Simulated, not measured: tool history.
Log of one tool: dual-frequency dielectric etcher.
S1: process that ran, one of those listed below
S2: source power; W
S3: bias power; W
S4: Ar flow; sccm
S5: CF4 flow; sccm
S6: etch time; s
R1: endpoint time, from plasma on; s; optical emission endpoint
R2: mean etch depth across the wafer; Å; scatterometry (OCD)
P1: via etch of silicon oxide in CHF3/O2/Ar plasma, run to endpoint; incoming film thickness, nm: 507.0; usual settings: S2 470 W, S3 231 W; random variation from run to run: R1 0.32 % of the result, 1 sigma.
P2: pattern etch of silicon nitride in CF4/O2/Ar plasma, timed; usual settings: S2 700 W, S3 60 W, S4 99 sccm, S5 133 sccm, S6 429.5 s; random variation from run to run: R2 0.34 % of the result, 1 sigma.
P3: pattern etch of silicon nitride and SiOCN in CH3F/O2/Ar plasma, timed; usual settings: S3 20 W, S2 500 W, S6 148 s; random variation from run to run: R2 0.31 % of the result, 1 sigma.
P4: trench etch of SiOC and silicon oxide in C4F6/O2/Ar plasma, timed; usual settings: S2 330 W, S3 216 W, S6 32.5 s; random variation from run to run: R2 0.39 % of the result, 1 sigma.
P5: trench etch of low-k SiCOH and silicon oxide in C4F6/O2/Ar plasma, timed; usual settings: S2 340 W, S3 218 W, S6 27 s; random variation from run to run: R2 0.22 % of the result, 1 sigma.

{"run": 1, "hour": 18.1, "S1": "P1", "S2": 470, "S3": 231, "R1": 264.88}
{"run": 2, "hour": 34.7, "S1": "P2", "S2": 860, "S3": 60, "S4": 99, "S5": 133, "S6": 429.5, "R2": 14248}
{"run": 3, "hour": 52.1, "S1": "P5", "S2": 260, "S3": 218, "S6": 27, "R2": 729.56}
{"run": 4, "hour": 67.0, "S1": "P3", "S2": 500, "S3": 20, "S6": 148, "R2": 202.84}
{"run": 5, "hour": 85.8, "S1": "P4", "S2": 330, "S3": 216, "S6": 18, "R2": 356.8}
{"run": 6, "hour": 96.0, "S1": "P3", "S2": 310, "S3": 20, "S6": 148, "R2": 171.19}
{"run": 7, "hour": 111.4, "S1": "P1", "S2": 280, "S3": 296, "R1": 293.61}
{"run": 8, "hour": 120.0, "S1": "P2", "S2": 700, "S3": 60, "S4": 99, "S5": 133, "S6": 429.5, "R2": 11844}
{"run": 9, "hour": 129.7, "S1": "P2", "S2": 700, "S3": 60, "S4": 99, "S5": 85, "S6": 429.5, "R2": 11277}
{"run": 10, "hour": 144.2, "S1": "P3", "S2": 500, "S3": 25, "S6": 148, "R2": 222.63}
{"run": 11, "hour": 156.4, "S1": "P5", "S2": 340, "S3": 218, "S6": 21, "R2": 629.63}
{"run": 12, "hour": 165.2, "S1": "P1", "S2": 580, "S3": 231, "R1": 245.28}
{"run": 13, "hour": 178.0, "S1": "P1", "S2": 470, "S3": 169, "R1": 295.36}
{"run": 14, "hour": 195.9, "S1": "P5", "S2": 340, "S3": 218, "S6": 27, "R2": 809.13}
{"run": 15, "hour": 210.2, "S1": "P1", "S2": 470, "S3": 231, "R1": 265.19}
{"run": 16, "hour": 220.8, "S1": "P5", "S2": 340, "S3": 218, "S6": 27, "R2": 812.53}
{"run": 17, "hour": 234.0, "S1": "P2", "S2": 700, "S3": 60, "S4": 99, "S5": 133, "S6": 236, "R2": 6564}
{"run": 18, "hour": 252.6, "S1": "P5", "S2": 340, "S3": 307, "S6": 27, "R2": 913.3}
{"run": 19, "hour": 265.7, "S1": "P1", "S2": 470, "S3": 231, "R1": 266.18}
{"run": 20, "hour": 279.0, "S1": "P1", "S2": 470, "S3": 297, "R1": 242.62}
{"run": 21, "hour": 289.9, "S1": "P1", "S2": 470, "S3": 231, "R1": 265.52}
{"run": 22, "hour": 301.1, "S1": "P2", "S2": 700, "S3": 74, "S4": 99, "S5": 133, "S6": 429.5, "R2": 12876}
{"run": 23, "hour": 311.1, "S1": "P4", "S2": 330, "S3": 258, "S6": 32.5, "R2": 687.48}
{"run": 24, "hour": 327.9, "S1": "P1", "S2": 470, "S3": 231, "R1": 264.59}
{"run": 25, "hour": 338.0, "S1": "P2", "S2": 700, "S3": 60, "S4": 99, "S5": 133, "S6": 429.5, "R2": 11938}
{"run": 26, "hour": 348.2, "S1": "P1", "S2": 290, "S3": 231, "R1": 318.2}
{"run": 27, "hour": 359.2, "S1": "P3", "S2": 500, "S3": 20, "S6": 207.5, "R2": 283.35}
{"run": 28, "hour": 370.3, "S1": "P4", "S2": 200, "S3": 216, "S6": 32.5, "R2": 534.21}
{"run": 29, "hour": 386.8, "S1": "P2", "S2": 700, "S3": 60, "S4": 58, "S5": 133, "S6": 429.5, "R2": 12572}
{"run": 30, "hour": 396.7, "S1": "P4", "S2": 330, "S3": 216, "S6": 32.5, "R2": 654.78}
{"run": 31, "hour": 409.0, "S1": "P4", "S2": 330, "S3": 216, "S6": 32.5, "R2": 648.22}
{"run": 32, "hour": 428.0, "S1": "P1", "S2": 470, "S3": 231, "R1": 266.14}
{"run": 33, "hour": 437.8, "S1": "P1", "S2": 470, "S3": 231, "R1": 264.28}
{"run": 34, "hour": 453.2, "S1": "P1", "S2": 470, "S3": 231, "R1": 262.08}
{"hour": 462.8, "done": "wet clean of the chamber"}
{"run": 35, "hour": 470.8, "S1": "P1", "S2": 470, "S3": 231, "R1": 262.38}

The next listed run, before its measurement:
{"run": 36, "hour": 487.0, "S1": "P1", "S2": 470, "S3": 231, "R1": "?"}

{"run 36": {"R1": 262.39}}
